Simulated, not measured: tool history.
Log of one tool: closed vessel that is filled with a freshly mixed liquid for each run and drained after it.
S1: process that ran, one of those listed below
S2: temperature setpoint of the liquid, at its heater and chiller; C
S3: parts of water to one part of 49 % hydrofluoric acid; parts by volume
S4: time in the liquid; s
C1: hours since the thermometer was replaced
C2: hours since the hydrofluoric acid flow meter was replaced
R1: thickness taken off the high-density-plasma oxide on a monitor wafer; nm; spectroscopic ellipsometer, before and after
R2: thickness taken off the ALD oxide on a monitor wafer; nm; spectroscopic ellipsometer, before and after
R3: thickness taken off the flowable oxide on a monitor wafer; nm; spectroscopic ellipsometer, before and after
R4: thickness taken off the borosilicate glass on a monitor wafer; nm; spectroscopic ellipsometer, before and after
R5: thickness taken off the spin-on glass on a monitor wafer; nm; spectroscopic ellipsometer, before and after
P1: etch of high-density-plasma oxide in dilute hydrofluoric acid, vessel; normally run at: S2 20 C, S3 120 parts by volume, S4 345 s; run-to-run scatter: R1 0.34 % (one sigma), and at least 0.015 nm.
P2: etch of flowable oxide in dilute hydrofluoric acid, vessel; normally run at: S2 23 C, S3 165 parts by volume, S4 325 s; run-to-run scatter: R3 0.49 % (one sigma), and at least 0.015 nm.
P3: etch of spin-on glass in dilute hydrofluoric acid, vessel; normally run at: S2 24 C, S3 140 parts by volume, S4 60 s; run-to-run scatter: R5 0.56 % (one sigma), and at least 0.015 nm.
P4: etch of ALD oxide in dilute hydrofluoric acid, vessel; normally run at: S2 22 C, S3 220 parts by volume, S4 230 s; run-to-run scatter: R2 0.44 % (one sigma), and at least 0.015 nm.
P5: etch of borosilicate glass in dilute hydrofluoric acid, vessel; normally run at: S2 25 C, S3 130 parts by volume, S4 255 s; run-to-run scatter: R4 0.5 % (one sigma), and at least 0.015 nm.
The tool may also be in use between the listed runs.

| run | hour | S1 | S2 | S3 | S4 | C1 | C2 | R1 | R2 | R3 | R4 | R5 |
|---|---|---|---|---|---|---|---|---|---|---|---|---|
| 1 | 9.3 | P1 | 20 | 120 | 345 | 693.6 | 161.2 | 14.26 |  |  |  |  |
| 2 | 23.8 | P1 | 27.5 | 120 | 345 | 708.1 | 175.7 | 19.174 |  |  |  |  |
| 3 | 30.8 | P1 | 23.5 | 35 | 345 | 715.1 | 182.7 | 62.913 |  |  |  |  |
| 4 | 42.8 | P1 | 20 | 30 | 345 | 727.1 | 194.7 | 63.115 |  |  |  |  |
| 5 | 55.5 | P4 | 22 | 220 | 230 | 739.8 | 207.4 |  | 8.4977 |  |  |  |
| 6 | 68.5 | P1 | 20 | 120 | 345 | 752.8 | 220.4 | 14.264 |  |  |  |  |
| 7 | 76 | P2 | 23 | 165 | 520 | 760.3 | 227.9 |  |  | 86.603 |  |  |
| 8 | 83.7 | P2 | 23 | 165 | 325 | 768 | 235.6 |  |  | 54.043 |  |  |
| 9 | 98.1 | P5 | 25 | 30 | 255 | 782.4 | 250 |  |  |  | 234.39 |  |
| 10 | 106.6 | P5 | 17.5 | 130 | 255 | 790.9 | 258.5 |  |  |  | 35.102 |  |
| 11 | 114.2 | P4 | 17 | 220 | 230 | 798.5 | 266.1 |  | 6.9824 |  |  |  |
| 12 | 127.2 | P5 | 25 | 130 | 255 | 811.5 | 279.1 |  |  |  | 47.527 |  |
| 13 | 139.2 | P1 | 17 | 50 | 345 | 823.5 | 291.1 | 32.465 |  |  |  |  |
| 14 | 152.2 | P1 | 20 | 120 | 345 | 836.5 | 304.1 | 14.343 |  |  |  |  |
| 15 | 159.2 | P5 | 25 | 130 | 255 | 843.5 | 311.1 |  |  |  | 47.053 |  |
| 16 | 166.8 | P5 | 25 | 130 | 75 | 851.1 | 318.7 |  |  |  | 13.887 |  |
| 17 | 175.6 | P1 | 20 | 120 | 600 | 859.9 | 327.5 | 24.867 |  |  |  |  |
| 18 | 188.9 | P4 | 22 | 220 | 100 | 873.2 | 340.8 |  | 3.6955 |  |  |  |
| 19 | 198.4 | P1 | 20 | 120 | 30 | 882.7 | 350.3 | 1.2519 |  |  |  |  |
| 20 | 205.4 | P3 | 24 | 140 | 60 | 889.7 | 357.3 |  |  |  |  | 16.776 |
| 21 | 213.7 | P3 | 24 | 140 | 105 | 898 | 365.6 |  |  |  |  | 29.351 |
| 22 | 226.8 | P1 | 17 | 120 | 345 | 911.1 | 378.7 | 12.622 |  |  |  |  |
| 23 | 233.7 | P1 | 20 | 215 | 345 | 918 | 385.6 | 7.2264 |  |  |  |  |
| 24 | 247.6 | P3 | 24 | 140 | 60 | 931.9 | 399.5 |  |  |  |  | 16.832 |
| 25 | 257.7 | P2 | 23 | 45 | 325 | 942 | 409.6 |  |  | 229.33 |  |  |
| 26 | 264.7 | P3 | 24 | 35 | 60 | 949 | 416.6 |  |  |  |  | 77.282 |
| 27 | 278.5 | P1 | 20 | 120 | 345 | 962.8 | 430.4 | 14.193 |  |  |  |  |
| 28 | 291.1 | P2 | 30.5 | 165 | 325 | 975.4 | 443 |  |  | 71.276 |  |  |
| 29 | 297.8 | P3 | 32 | 140 | 60 | 982.1 | 449.7 |  |  |  |  | 22.469 |
| 30 | 305.1 | P1 | 20 | 120 | 345 | 989.4 | 457 | 14.333 |  |  |  |  |
| 31 | 314.9 | P2 | 23 | 165 | 325 | 999.2 | 466.8 |  |  | 53.963 |  |  |
| 32 | 321.7 | P4 | 22 | 390 | 230 | 1006 | 473.6 |  | 4.0854 |  |  |  |
| 33 | 332.8 | P1 | 20 | 120 | 345 | 1017.1 | 484.7 | 14.311 |  |  |  |  |
| 34 | 340.9 | P1 | 20 | 120 | 345 | 1025.2 | 492.8 | 14.664 |  |  |  |  |
| 35 | 355.4 | P1 | 20 | 120 | 345 | 1039.7 | 507.3 | 15.054 |  |  |  |  |
| 36 | 363 | P1 | 20 | 120 | 345 | 1047.3 | 514.9 | 15.392 |  |  |  |  |
| 37 | 376.1 | P1 | 20 | 120 | 345 | 1060.4 | 528 | 15.413 |  |  |  |  |
| 38 | 384.1 | P1 | 20 | 120 | 345 | 1068.4 | 536 | 15.384 |  |  |  |  |
| 39 | 390.6 | P1 | 20 | 120 | 345 | 1074.9 | 542.5 | 15.489 |  |  |  |  |
| 40 | 398.2 | P1 | 20 | 120 | 345 | 1082.5 | 550.1 | 15.499 |  |  |  |  |
| 41 | 410.7 | P1 | 20 | 120 | 345 | 1095 | 562.6 | 15.606 |  |  |  |  |
| 42 | 421.1 | P1 | 20 | 120 | 345 | 1105.4 | 573 | 15.543 |  |  |  |  |

What P1 gives has crept away from where it was. These 2 causes fit the log equally well, each at the size given:
A: liquid hotter than its thermometer reads (K) = 2.21
B: hydrofluoric acid flow above the setpoint (%) = 8.17
The creep began at about hour 332.8.

4 check runs are offered, each on 5 wafers whose results are averaged, their results left as question marks. Which one tells the causes apart?
| check 1 | 431.5 | P3 | 31 | 75 | 60 |  |  |  |  |  |  | ? |
| check 2 | 431.5 | P5 | 18 | 130 | 255 |  |  |  |  |  | ? |  |
| check 3 | 431.5 | P2 | 30 | 75 | 325 |  |  |  |  | ? |  |  |
| check 4 | 431.5 | P4 | 22 | 390 | 105 |  |  |  | ? |  |  |  |

What each check would give under each cause:
| check | result | if A | if B |
|---|---|---|---|
| check 1 | R5 | 48.649 | 48.838 |
| check 2 | R4 | 39.25 | 39.204 |
| check 3 | R3 | 189.72 | 190.27 |
| check 4 | R2 | 2.0087 | 2.0709 |
How far apart the two closest causes lie, in the result that separates them most: check 1 0.39 %; check 2 0.12 %; check 3 0.29 %; check 4 3.05 %
Only check 4 tells the causes apart: in the others they would give nearly the same result.

Check 4 was then run and gave: R2 2.0672 nm. Which cause is it?

It is B: hydrofluoric acid flow above the setpoint (%).

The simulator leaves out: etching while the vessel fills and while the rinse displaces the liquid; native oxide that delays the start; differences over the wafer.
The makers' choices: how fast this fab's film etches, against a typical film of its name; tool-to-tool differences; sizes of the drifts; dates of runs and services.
